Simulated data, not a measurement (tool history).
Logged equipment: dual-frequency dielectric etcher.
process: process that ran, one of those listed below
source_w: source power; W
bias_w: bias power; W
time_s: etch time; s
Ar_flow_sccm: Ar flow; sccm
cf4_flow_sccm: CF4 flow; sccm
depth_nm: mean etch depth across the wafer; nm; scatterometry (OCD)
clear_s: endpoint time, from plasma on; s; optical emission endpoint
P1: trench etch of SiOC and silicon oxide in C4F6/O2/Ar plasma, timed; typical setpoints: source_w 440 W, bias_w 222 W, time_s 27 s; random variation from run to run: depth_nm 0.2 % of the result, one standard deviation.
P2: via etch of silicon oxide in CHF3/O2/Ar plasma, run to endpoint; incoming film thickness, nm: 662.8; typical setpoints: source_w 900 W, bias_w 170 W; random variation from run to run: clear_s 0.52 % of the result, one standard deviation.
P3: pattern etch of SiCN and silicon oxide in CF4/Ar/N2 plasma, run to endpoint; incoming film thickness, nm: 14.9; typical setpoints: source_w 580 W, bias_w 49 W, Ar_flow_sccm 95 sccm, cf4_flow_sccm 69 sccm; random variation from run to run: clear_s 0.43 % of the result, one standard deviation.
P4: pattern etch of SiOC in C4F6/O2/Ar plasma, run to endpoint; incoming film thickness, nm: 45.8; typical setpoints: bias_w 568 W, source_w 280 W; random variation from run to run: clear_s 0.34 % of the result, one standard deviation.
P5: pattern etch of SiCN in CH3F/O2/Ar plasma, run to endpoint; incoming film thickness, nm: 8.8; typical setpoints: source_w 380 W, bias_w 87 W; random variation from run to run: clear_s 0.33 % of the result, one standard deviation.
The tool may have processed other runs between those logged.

run 1 hour=14.1 | process=P1 source_w=440 bias_w=222 time_s=27 | depth_nm=58.679
run 2 hour=28 | process=P3 source_w=580 bias_w=49 Ar_flow_sccm=95 cf4_flow_sccm=69 | clear_s=15.184
run 3 hour=41.2 | process=P2 source_w=900 bias_w=170 | clear_s=274.84
run 4 hour=54.9 | process=P3 source_w=580 bias_w=49 Ar_flow_sccm=95 cf4_flow_sccm=87 | clear_s=14.644
run 5 hour=69.1 | process=P1 source_w=440 bias_w=222 time_s=27 | depth_nm=58.573
run 6 hour=77.7 | process=P5 source_w=380 bias_w=87 | clear_s=22.739
run 7 hour=90.7 | process=P1 source_w=340 bias_w=222 time_s=27 | depth_nm=53.052
run 8 hour=97.7 | process=P3 source_w=580 bias_w=49 Ar_flow_sccm=128 cf4_flow_sccm=69 | clear_s=16.057
run 9 hour=109.6 | process=P1 source_w=440 bias_w=222 time_s=27 | depth_nm=58.57
run 10 hour=123.5 | process=P4 source_w=280 bias_w=568 | clear_s=16.223
run 11 hour=131.1 | process=P2 source_w=900 bias_w=170 | clear_s=277.74
run 12 hour=145.5 | process=P1 source_w=440 bias_w=305 time_s=27 | depth_nm=65.453
run 13 hour=159 | process=P4 source_w=280 bias_w=688 | clear_s=15.087
run 14 hour=172.9 | process=P1 source_w=350 bias_w=222 time_s=36.5 | depth_nm=72.403
run 15 hour=188.2 | process=P2 source_w=1140 bias_w=170 | clear_s=252.24
run 16 hour=198.4 | process=P5 source_w=380 bias_w=112 | clear_s=20.655
run 17 hour=206.8 | process=P2 source_w=900 bias_w=225 | clear_s=252.72
run 18 hour=216.8 | process=P1 source_w=290 bias_w=153 time_s=27 | depth_nm=44.431
run 19 hour=228.5 | process=P3 source_w=580 bias_w=49 Ar_flow_sccm=95 cf4_flow_sccm=69 | clear_s=15.202
run 20 hour=240.6 | process=P1 source_w=440 bias_w=222 time_s=27 | depth_nm=58.533
run 21 hour=250.4 | process=P1 source_w=440 bias_w=222 time_s=27 | depth_nm=58.345
run 22 hour=260.5 | process=P3 source_w=340 bias_w=49 Ar_flow_sccm=95 cf4_flow_sccm=69 | clear_s=24.339
run 23 hour=271.2 | process=P1 source_w=440 bias_w=222 time_s=39 | depth_nm=84.818
run 24 hour=278.9 | process=P3 source_w=580 bias_w=66 Ar_flow_sccm=95 cf4_flow_sccm=69 | clear_s=13.922
run 25 hour=286.4 | process=P1 source_w=620 bias_w=222 time_s=27 | depth_nm=66.93
run 26 hour=296.9 | process=P4 source_w=330 bias_w=568 | clear_s=15.264
run 27 hour=306.1 | process=P1 source_w=440 bias_w=222 time_s=27 | depth_nm=58.62
run 28 hour=313 | process=P5 source_w=510 bias_w=87 | clear_s=20.436
run 29 hour=325.1 | process=P1 source_w=440 bias_w=222 time_s=17.5 | depth_nm=37.895
run 30 hour=338.8 | process=P1 source_w=440 bias_w=136 time_s=27 | depth_nm=50.131
run 31 hour=348.3 | process=P1 source_w=440 bias_w=222 time_s=27 | depth_nm=58.571
run 32 hour=355.4 | process=P1 source_w=440 bias_w=222 time_s=27 | depth_nm=58.282
run 33 hour=368.4 | process=P1 source_w=440 bias_w=222 time_s=27 | depth_nm=57.839
-- hour=373.6 wet clean of the chamber
run 34 hour=382 | process=P1 source_w=440 bias_w=222 time_s=27 | depth_nm=58.029
run 35 hour=390.3 | process=P1 source_w=440 bias_w=222 time_s=27 | depth_nm=57.798
run 36 hour=401.5 | process=P1 source_w=440 bias_w=222 time_s=27 | depth_nm=57.741
run 37 hour=410.8 | process=P1 source_w=440 bias_w=222 time_s=27 | depth_nm=57.829

P1 has crept away from where it was. The log is fitted equally well by each of these 2 causes, at the sizes shown:
A: source power that arrives under what is set, % = 4.03
B: bias power that arrives under what is set, % = 4.74
The creep began at about hour 348.3.
Excluded causes, each with its reason:
chamber walls in a state that lowers the etch rate, %: its service at hour 373.6 followed the start of the drift and did not put the process back to its old value

Which of the 4 check runs listed below, each an average over 2 wafers with its results shown as question marks, gives clearly different results under the different listed causes?
run check 1 hour=420.1 | process=P5 source_w=380 bias_w=87 | clear_s=?
run check 2 hour=420.1 | process=P4 source_w=280 bias_w=568 | clear_s=?
run check 3 hour=420.1 | process=P2 source_w=900 bias_w=170 | clear_s=?
run check 4 hour=420.1 | process=P3 source_w=580 bias_w=49 Ar_flow_sccm=95 cf4_flow_sccm=69 | clear_s=?

Check results expected under each cause:
check=check_1 result=clear_s if_A=23.085 if_B=23.144
check=check_2 result=clear_s if_A=16.488 if_B=16.549
check=check_3 result=clear_s if_A=281.04 if_B=280.94
check=check_4 result=clear_s if_A=15.766 if_B=15.417
Smallest distance between any two causes, each pair judged by its most separating result, in per cent: check 1 0.26 %; check 2 0.37 %; check 3 0.03 %; check 4 2.24 %
The causes can be told apart only by check 4. The other checks would give nearly the same results under each of them.

After running check 4, the following was obtained: clear_s 15.795 s. Which cause does this point to?

A is the cause: source power that arrives under what is set, %.
